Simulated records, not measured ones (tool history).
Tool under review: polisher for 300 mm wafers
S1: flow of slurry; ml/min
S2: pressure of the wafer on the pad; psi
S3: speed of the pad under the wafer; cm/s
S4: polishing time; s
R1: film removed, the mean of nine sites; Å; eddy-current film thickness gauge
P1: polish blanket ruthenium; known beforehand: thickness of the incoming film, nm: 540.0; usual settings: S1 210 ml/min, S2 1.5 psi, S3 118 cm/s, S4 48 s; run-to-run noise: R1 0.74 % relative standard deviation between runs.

run,hour,S1,S2,S3,S4,R1
1,7.4,210,1.5,118,48,524.21
2,19.0,210,2.0,118,22,315.02
3,29.2,295,1.5,118,48,540.08
4,36.5,210,1.5,118,48,520.87
5,44.8,210,1.5,54,48,235.72
6,52.0,210,1.1,154,48,495.75
7,63.7,210,1.5,118,48,518.98
8,72.6,210,1.5,118,48,513.93
9,83.1,210,1.5,118,48,514.41
10,90.4,210,1.5,118,22,237.32
11,101.9,125,1.5,118,48,473.76
12,110.3,210,1.5,118,48,522.52
13,122.2,210,0.7,118,48,241.91
14,134.8,210,1.5,118,72,784.32
15,143.7,210,2.3,118,48,803.29

Predict the results of run 16:
16,155.7,210,1.5,166,48,?

Logged for run 16: R1 729.35 Å.

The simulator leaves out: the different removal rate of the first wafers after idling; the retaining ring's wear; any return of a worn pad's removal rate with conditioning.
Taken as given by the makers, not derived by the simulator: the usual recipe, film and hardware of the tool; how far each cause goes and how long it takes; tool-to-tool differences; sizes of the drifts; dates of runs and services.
